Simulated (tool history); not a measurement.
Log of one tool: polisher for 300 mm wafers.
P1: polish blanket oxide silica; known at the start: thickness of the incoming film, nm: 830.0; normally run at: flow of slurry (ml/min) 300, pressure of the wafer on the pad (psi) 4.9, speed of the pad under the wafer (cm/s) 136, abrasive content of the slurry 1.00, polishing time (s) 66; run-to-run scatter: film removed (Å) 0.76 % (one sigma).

run   hour  flow of slurry (ml/min)  pressure of the wafer on the pad (psi)  speed of the pad under the wafer (cm/s)  abrasive content of the slurry  polishing time (s)  wafers polished on this pad  hours since the slurry nozzle was cleaned  hours since the head pressure was calibrated  hours since the slurry blender was calibrated  hours since the conditioning disc was replaced  film removed (Å)
  1    9.6                      300                                     4.9                                      136                            1.00                  66                          639                                      114.9                                         216.1                                          144.7                                           242.8            3570.2
  2   23.8                      300                                     3.5                                      136                            1.00                  66                          725                                      129.1                                         230.3                                          158.9                                           257.0            2570.0
  3   31.9                      380                                     4.9                                      136                            1.00                  66                          773                                      137.2                                         238.4                                          167.0                                           265.1            3592.9
  4   41.5                      300                                     4.9                                       98                            1.00                  66                          831                                      146.8                                         248.0                                          176.6                                           274.7            2747.4
  5   54.9                      180                                     4.9                                      136                            1.00                  66                          911                                      160.2                                         261.4                                          190.0                                           288.1            3360.3
  6   71.3                      300                                     4.9                                      136                            0.55                  66                         1009                                      176.6                                         277.8                                          206.4                                           304.5            2607.5
  7   86.3                      300                                     4.9                                      136                            1.00                 104                         1099                                      191.6                                         292.8                                          221.4                                           319.5            5680.3
  8   95.6                      300                                     4.9                                      136                            1.00                  66                         1155                                      200.9                                         302.1                                          230.7                                           328.8            3545.2
  9  110.1                      300                                     4.9                                      136                            1.00                  66                         1241                                      215.4                                         316.6                                          245.2                                           343.3            3609.7
 10  118.2                      300                                     4.9                                      136                            1.00                  66                         1290                                      223.5                                         324.7                                          253.3                                           351.4            3557.8
 11  131.3                      300                                     3.8                                      136                            1.00                 100                         1368                                      236.6                                         337.8                                          266.4                                           364.5            4252.8
 12  140.8                      300                                     7.8                                      136                            1.00                  66                         1425                                      246.1                                         347.3                                          275.9                                           374.0            5663.6
 13  154.0                      300                                     4.9                                      136                            1.00                  66                         1504                                      259.3                                         360.5                                          289.1                                           387.2            3544.6
 14  164.6                      300                                     4.9                                      136                            1.40                  66                         1568                                      269.9                                         371.1                                          299.7                                           397.8            4151.5
 15  176.8                      300                                     4.9                                      136                            1.00                  30                         1641                                      282.1                                         383.3                                          311.9                                           410.0            1634.0
 16  191.8                      300                                     4.9                                      178                            1.00                  66                         1731                                      297.1                                         398.3                                          326.9                                           425.0            4423.4
     203.9  -- slurry blender recalibrated
 17  207.8                      300                                     4.9                                      136                            1.00                  66                         1827                                      313.1                                         414.3                                            4.0                                           441.0            3560.1
 18  216.4                      300                                     4.9                                      180                            1.30                  66                         1878                                      321.7                                         422.9                                           12.6                                           449.6            4981.7
 19  227.5                      300                                     4.9                                      136                            1.00                  66                         1945                                      332.8                                         434.0                                           23.7                                           460.7            3581.1
 20  241.8                      300                                     4.9                                      136                            1.00                  66                         2030                                      347.1                                         448.3                                           38.0                                           475.0            3333.8
 21  255.2                      300                                     4.9                                      136                            1.00                  66                         2111                                      360.5                                         461.7                                           51.4                                           488.4            3201.7
 22  262.6                      300                                     4.9                                      136                            1.00                  66                         2155                                      367.9                                         469.1                                           58.8                                           495.8            3196.8
     270.6  -- conditioning disc replaced and pad reconditioned
     271.1  -- head pressure recalibrated
 23  272.7                      300                                     4.9                                      136                            1.00                  66                         2215                                      378.0                                           1.7                                           68.9                                             2.2            3169.3
 24  280.4                      300                                     4.9                                      136                            1.00                  66                         2261                                      385.7                                           9.4                                           76.6                                             9.9            3164.9
 25  290.4                      300                                     4.9                                      136                            1.00                  66                         2321                                      395.7                                          19.4                                           86.6                                            19.9            3117.8
 26  302.3                      300                                     4.9                                      136                            1.00                  66                         2393                                      407.6                                          31.3                                           98.5                                            31.8            3127.2

What P1 gives has crept away from where it was. These 2 causes fit the log equally well, each at the size given:
A: removal rate lost through wear of the pad, % = 13
B: abrasive missing from the slurry, % = 24.7
The creep began at about hour 227.5.
Why every other cause is out:
slurry flow missing at the pad, %: at most 40, which would move film removed (Å) by -5.8 %: too little, or the wrong way
head's pressure below its setpoint, %: serviced at hour 271.1, which brought nothing back
time polished since the conditioner stopped cutting, s: serviced at hour 270.6, which brought nothing back

4 check runs are offered, each on 3 wafers whose results are averaged, their results left as question marks. Which one tells the causes apart?
check 1  314.2                      180                                     4.9                                      136                            1.00                 102                                                                                                                                                                                                                                      ?
check 2  314.2                      230                                     4.9                                      136                            1.00                  66                                                                                                                                                                                                                                      ?
check 3  314.2                      180                                     4.9                                      136                            0.60                  66                                                                                                                                                                                                                                      ?
check 4  314.2                      300                                     7.4                                      136                            1.00                  32                                                                                                                                                                                                                                      ?

What each check would give under each cause:
  check            result    if A    if B
check 1  film removed (Å)  4536.2  4537.5
check 2  film removed (Å)  3031.1  3031.9
check 3  film removed (Å)  2252.6  2174.5
check 4  film removed (Å)  2280.9  2281.6
How far apart the two closest causes lie, in the result that separates them most: check 1 0.03 %; check 2 0.03 %; check 3 3.53 %; check 4 0.03 %
Only check 3 tells the causes apart: in the others they would give nearly the same result.

Then check 3 was run and gave: film removed (Å) 2256.7. Which cause is it?

It is A: removal rate lost through wear of the pad, %.
